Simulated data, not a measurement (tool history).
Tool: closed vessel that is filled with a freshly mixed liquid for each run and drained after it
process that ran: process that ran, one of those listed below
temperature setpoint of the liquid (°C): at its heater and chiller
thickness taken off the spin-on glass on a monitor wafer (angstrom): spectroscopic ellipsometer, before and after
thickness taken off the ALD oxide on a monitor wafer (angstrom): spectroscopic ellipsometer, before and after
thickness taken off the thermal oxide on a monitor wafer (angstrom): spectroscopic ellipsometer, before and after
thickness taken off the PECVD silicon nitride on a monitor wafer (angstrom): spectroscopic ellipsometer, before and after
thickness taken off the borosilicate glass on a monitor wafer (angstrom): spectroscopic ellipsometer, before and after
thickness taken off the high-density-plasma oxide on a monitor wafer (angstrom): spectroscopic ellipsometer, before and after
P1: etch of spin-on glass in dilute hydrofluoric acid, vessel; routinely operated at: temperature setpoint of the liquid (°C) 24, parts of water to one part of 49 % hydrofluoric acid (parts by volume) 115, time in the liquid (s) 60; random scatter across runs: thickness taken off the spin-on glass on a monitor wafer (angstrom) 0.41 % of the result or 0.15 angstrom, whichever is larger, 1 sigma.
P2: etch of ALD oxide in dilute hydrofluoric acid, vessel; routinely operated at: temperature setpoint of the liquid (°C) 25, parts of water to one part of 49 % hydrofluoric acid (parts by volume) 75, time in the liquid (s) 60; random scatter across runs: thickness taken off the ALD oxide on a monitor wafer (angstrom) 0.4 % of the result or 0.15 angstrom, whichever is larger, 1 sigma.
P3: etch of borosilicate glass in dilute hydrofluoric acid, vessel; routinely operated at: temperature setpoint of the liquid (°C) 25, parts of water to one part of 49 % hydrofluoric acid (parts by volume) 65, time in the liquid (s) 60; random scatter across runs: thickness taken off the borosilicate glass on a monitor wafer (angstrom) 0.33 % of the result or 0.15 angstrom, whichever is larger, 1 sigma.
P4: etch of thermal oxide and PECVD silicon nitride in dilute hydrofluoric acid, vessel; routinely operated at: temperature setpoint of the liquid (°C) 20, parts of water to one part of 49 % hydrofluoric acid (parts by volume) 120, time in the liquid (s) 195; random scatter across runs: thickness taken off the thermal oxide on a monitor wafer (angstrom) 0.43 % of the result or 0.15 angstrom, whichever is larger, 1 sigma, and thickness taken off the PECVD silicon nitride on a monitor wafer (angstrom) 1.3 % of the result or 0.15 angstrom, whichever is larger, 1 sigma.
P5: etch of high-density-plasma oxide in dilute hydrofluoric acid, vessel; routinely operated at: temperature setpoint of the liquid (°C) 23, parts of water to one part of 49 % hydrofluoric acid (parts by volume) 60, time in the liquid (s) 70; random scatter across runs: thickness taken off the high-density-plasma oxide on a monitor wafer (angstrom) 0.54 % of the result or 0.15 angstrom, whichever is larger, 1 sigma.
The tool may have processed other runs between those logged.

run	hour	process that ran	temperature setpoint of the liquid (°C)	parts of water to one part of 49 % hydrofluoric acid (parts by volume)	time in the liquid (s)	hours since the thermometer was replaced	hours since the hydrofluoric acid flow meter was replaced	thickness taken off the spin-on glass on a monitor wafer (angstrom)	thickness taken off the ALD oxide on a monitor wafer (angstrom)	thickness taken off the thermal oxide on a monitor wafer (angstrom)	thickness taken off the PECVD silicon nitride on a monitor wafer (angstrom)	thickness taken off the borosilicate glass on a monitor wafer (angstrom)	thickness taken off the high-density-plasma oxide on a monitor wafer (angstrom)
1	11.9	P1	24	115	60	579.8	771.6	334.89					
2	23.3	P1	24	115	60	591.2	783	335.31					
3	33.1	P2	25	75	30	601	792.8		103.33				
4	45.9	P4	20	120	195	613.8	805.6			63.617	21.183		
5	57.3	P2	31	75	60	625.2	817		263.76				
6	69.3	P3	25	65	90	637.2	829					525.05	
7	76.7	P1	28	40	60	644.6	836.4	1249					
8	90.1	P1	24	115	30	658	849.8	166.9					
9	99.8	P4	20	120	90	667.7	859.5			29.063	9.9339		
10	112.1	P2	25	75	60	680	871.8		207.41				
11	126.3	P1	24	70	60	694.2	886	579.57					
12	135.4	P1	24	115	60	703.3	895.1	333.98					
13	145.6	P4	20	120	195	713.5	905.3			62.759	20.434		
14	161.8	P1	24	160	60	729.7	921.5	228.72					
15	175.2	P5	23	60	100	743.1	934.9						84.787
16	186	P1	28.5	115	60	753.9	945.7	398.91					
17	200.1	P5	23	35	70	768	959.8						105.91
18	216.2	P4	26	120	195	784.1	975.9			80.56	31.032		
19	225.1	P1	24	115	60	793	984.8	334.81					
20	235.5	P5	23	60	70	803.4	995.2						59.258
21	248.6	P1	18	115	60	816.5	1008.3	261.77					
22	256.3	P2	25	40	60	824.2	1016		406.5				
23	267.2	P5	31	60	70	835.1	1026.9						82.398
24	277.3	P2	25	75	60	845.2	1037		205.79				
25	289	P4	20	20	195	856.9	1048.7			424.62	119.39		
26	305	P3	25	65	60	872.9	1064.7					351.16	
27	312.2	P3	25	100	60	880.1	1071.9					217.94	
28	320.9	P1	24	115	60	888.8	1080.6	335.79					
29	328.4	P1	24	115	60	896.3	1088.1	332.73					
30	337.7	P1	24	115	100	905.6	1097.4	555.62					
31	350.6	P3	17	65	60	918.5	1110.3					250.77	
32	364.9	P1	24	115	60	932.8	1124.6	334.79					
33	380.4	P1	24	115	60	948.3	1140.1	322.32					
34	391.3	P1	24	115	60	959.2	1151	318.09					
35	400.5	P1	24	115	60	968.4	1160.2	312.98					
36	410.2	P1	24	115	60	978.1	1169.9	311.16					
37	418.5	P1	24	115	60	986.4	1178.2	310.7					
38	432.3	P1	24	115	60	1000.2	1192	309.67					
39	442.2	P1	24	115	60	1010.1	1201.9	309.35					
40	449.8	P1	24	115	60	1017.7	1209.5	308.3					
41	459.8	P1	24	115	60	1027.7	1219.5	307.56					
42	468	P1	24	115	60	1035.9	1227.7	308.04					

What P1 gives has crept off from where it sat before. The 2 causes that follow fit the log equally well, each at the size noted:
A: liquid colder than its thermometer reads (K) = 2.14
B: hydrofluoric acid flow below the setpoint (%) = 7.13
The creep began at about hour 364.9.

4 check runs are offered, each on 2 wafers whose results are averaged, their results left as question marks. Which one tells the causes apart?
check 1	476.2	P5	29	60	100								?
check 2	476.2	P2	25	75	40				?				
check 3	476.2	P3	25	95	60							?	
check 4	476.2	P4	20	25	195					?	?		

How each check would come out, cause by cause:
check	result	if A	if B
check 1	thickness taken off the high-density-plasma oxide on a monitor wafer (angstrom)	99.704	100.08
check 2	thickness taken off the ALD oxide on a monitor wafer (angstrom)	126.49	127.11
check 3	thickness taken off the borosilicate glass on a monitor wafer (angstrom)	211.08	211.51
check 4	thickness taken off the thermal oxide on a monitor wafer (angstrom)	310.07	315.39
check 4	thickness taken off the PECVD silicon nitride on a monitor wafer (angstrom)	82.814	89.77
Minimum pairwise separation of causes per check, each pair taken at its best-separating result: check 1 0.38 %; check 2 0.49 %; check 3 0.2 %; check 4 8.07 %
Check 4 distinguishes between the causes, while the remaining checks would return nearly the same result for all of them.

Check 4 has now been run. It gave: thickness taken off the thermal oxide on a monitor wafer (angstrom) 310.31; thickness taken off the PECVD silicon nitride on a monitor wafer (angstrom) 83.256. Which of the candidate causes is it?

A is the cause: liquid colder than its thermometer reads (K).
